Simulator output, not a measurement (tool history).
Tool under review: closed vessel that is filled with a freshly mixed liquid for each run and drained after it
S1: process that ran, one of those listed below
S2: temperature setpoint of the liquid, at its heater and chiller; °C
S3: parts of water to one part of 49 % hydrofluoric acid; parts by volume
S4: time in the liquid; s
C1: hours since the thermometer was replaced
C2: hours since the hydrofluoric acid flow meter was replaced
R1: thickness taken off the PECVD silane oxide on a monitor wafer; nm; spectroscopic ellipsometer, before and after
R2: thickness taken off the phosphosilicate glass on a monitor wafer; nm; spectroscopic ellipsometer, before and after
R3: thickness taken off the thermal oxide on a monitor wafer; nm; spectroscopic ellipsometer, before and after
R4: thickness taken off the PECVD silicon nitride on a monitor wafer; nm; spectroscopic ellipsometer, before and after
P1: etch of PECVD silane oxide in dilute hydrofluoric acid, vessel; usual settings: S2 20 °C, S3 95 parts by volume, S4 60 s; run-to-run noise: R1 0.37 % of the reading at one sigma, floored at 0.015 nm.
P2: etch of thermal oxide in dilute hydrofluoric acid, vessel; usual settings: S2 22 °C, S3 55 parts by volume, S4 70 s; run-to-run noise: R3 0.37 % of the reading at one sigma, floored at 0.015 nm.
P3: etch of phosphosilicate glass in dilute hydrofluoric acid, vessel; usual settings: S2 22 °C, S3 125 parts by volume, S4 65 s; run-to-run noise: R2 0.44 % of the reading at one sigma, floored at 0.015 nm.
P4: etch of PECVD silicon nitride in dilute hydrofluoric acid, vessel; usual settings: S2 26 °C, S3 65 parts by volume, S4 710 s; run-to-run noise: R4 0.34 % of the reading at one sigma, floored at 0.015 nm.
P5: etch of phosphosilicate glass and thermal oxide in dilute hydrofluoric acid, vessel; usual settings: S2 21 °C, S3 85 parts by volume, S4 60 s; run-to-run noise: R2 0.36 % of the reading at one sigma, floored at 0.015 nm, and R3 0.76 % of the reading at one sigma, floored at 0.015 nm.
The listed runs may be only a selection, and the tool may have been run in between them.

{"run": 1, "hour": 6.8, "S1": "P1", "S2": 20, "S3": 95, "S4": 60, "C1": 392.5, "C2": 543.2, "R1": 28.429}
{"run": 2, "hour": 12.4, "S1": "P1", "S2": 17, "S3": 95, "S4": 60, "C1": 398.1, "C2": 548.8, "R1": 24.923}
{"run": 3, "hour": 20.0, "S1": "P1", "S2": 20, "S3": 95, "S4": 60, "C1": 405.7, "C2": 556.4, "R1": 28.264}
{"run": 4, "hour": 27.1, "S1": "P5", "S2": 21, "S3": 85, "S4": 60, "C1": 412.8, "C2": 563.5, "R2": 83.266, "R3": 3.0839}
{"run": 5, "hour": 31.4, "S1": "P1", "S2": 20, "S3": 95, "S4": 60, "C1": 417.1, "C2": 567.8, "R1": 28.185}
{"run": 6, "hour": 39.5, "S1": "P5", "S2": 17, "S3": 85, "S4": 60, "C1": 425.2, "C2": 575.9, "R2": 70.797, "R3": 2.604}
{"run": 7, "hour": 47.6, "S1": "P2", "S2": 22, "S3": 55, "S4": 70, "C1": 433.3, "C2": 584, "R3": 5.9265}
{"run": 8, "hour": 54.9, "S1": "P1", "S2": 20, "S3": 95, "S4": 60, "C1": 440.6, "C2": 591.3, "R1": 28.303}
{"run": 9, "hour": 63.5, "S1": "P1", "S2": 20, "S3": 95, "S4": 30, "C1": 449.2, "C2": 599.9, "R1": 14.211}
{"run": 10, "hour": 68.3, "S1": "P2", "S2": 28.5, "S3": 55, "S4": 70, "C1": 454, "C2": 604.7, "R3": 7.6801}
{"run": 11, "hour": 75.3, "S1": "P3", "S2": 22, "S3": 190, "S4": 65, "C1": 461, "C2": 611.7, "R2": 25.651}
{"run": 12, "hour": 80.6, "S1": "P5", "S2": 21, "S3": 85, "S4": 60, "C1": 466.3, "C2": 617, "R2": 83.282, "R3": 3.0859}
{"run": 13, "hour": 85.6, "S1": "P4", "S2": 26, "S3": 105, "S4": 710, "C1": 471.3, "C2": 622, "R4": 15.834}
{"run": 14, "hour": 93.4, "S1": "P1", "S2": 17, "S3": 40, "S4": 60, "C1": 479.1, "C2": 629.8, "R1": 63.059}
{"run": 15, "hour": 100.1, "S1": "P1", "S2": 20, "S3": 140, "S4": 60, "C1": 485.8, "C2": 636.5, "R1": 18.24}
{"run": 16, "hour": 105.1, "S1": "P1", "S2": 20, "S3": 175, "S4": 105, "C1": 490.8, "C2": 641.5, "R1": 24.632}
{"run": 17, "hour": 109.4, "S1": "P2", "S2": 22, "S3": 90, "S4": 70, "C1": 495.1, "C2": 645.8, "R3": 3.4215}
{"run": 18, "hour": 116.9, "S1": "P1", "S2": 20, "S3": 55, "S4": 60, "C1": 502.6, "C2": 653.3, "R1": 51.063}
{"run": 19, "hour": 120.8, "S1": "P3", "S2": 22, "S3": 125, "S4": 65, "C1": 506.5, "C2": 657.2, "R2": 41.892}
{"run": 20, "hour": 126.7, "S1": "P3", "S2": 22, "S3": 125, "S4": 65, "C1": 512.4, "C2": 663.1, "R2": 41.659}
{"run": 21, "hour": 131.4, "S1": "P4", "S2": 21, "S3": 65, "S4": 710, "C1": 517.1, "C2": 667.8, "R4": 18.074}
{"run": 22, "hour": 140.2, "S1": "P4", "S2": 26, "S3": 65, "S4": 35, "C1": 525.9, "C2": 676.6, "R4": 1.2401}
{"run": 23, "hour": 146.7, "S1": "P2", "S2": 22, "S3": 55, "S4": 30, "C1": 532.4, "C2": 683.1, "R3": 2.511}
{"run": 24, "hour": 150.8, "S1": "P5", "S2": 21, "S3": 20, "S4": 60, "C1": 536.5, "C2": 687.2, "R2": 383.08, "R3": 14.171}
{"run": 25, "hour": 159.2, "S1": "P3", "S2": 17, "S3": 125, "S4": 65, "C1": 544.9, "C2": 695.6, "R2": 34.186}
{"run": 26, "hour": 165.8, "S1": "P1", "S2": 20, "S3": 95, "S4": 60, "C1": 551.5, "C2": 702.2, "R1": 28.338}
{"run": 27, "hour": 173.3, "S1": "P1", "S2": 20, "S3": 95, "S4": 60, "C1": 559, "C2": 709.7, "R1": 28.153}
{"run": 28, "hour": 178.3, "S1": "P1", "S2": 20, "S3": 95, "S4": 110, "C1": 564, "C2": 714.7, "R1": 51.799}
{"run": 29, "hour": 186.9, "S1": "P5", "S2": 21, "S3": 85, "S4": 30, "C1": 572.6, "C2": 723.3, "R2": 41.683, "R3": 1.5382}
{"run": 30, "hour": 191.0, "S1": "P2", "S2": 22, "S3": 55, "S4": 70, "C1": 576.7, "C2": 727.4, "R3": 5.8644}
{"run": 31, "hour": 196.9, "S1": "P3", "S2": 22, "S3": 125, "S4": 30, "C1": 582.6, "C2": 733.3, "R2": 19.294}
{"run": 32, "hour": 202.9, "S1": "P4", "S2": 26, "S3": 65, "S4": 710, "C1": 588.6, "C2": 739.3, "R4": 25.283}
{"run": 33, "hour": 211.8, "S1": "P1", "S2": 25, "S3": 95, "S4": 60, "C1": 597.5, "C2": 748.2, "R1": 34.758}

What does the tool deliver on the next run?
{"run": 34, "hour": 216.6, "S1": "P1", "S2": 20, "S3": 95, "S4": 60, "C1": 602.3, "C2": 753, "R1": "?"}

{"run 34": {"R1": 28.385}}
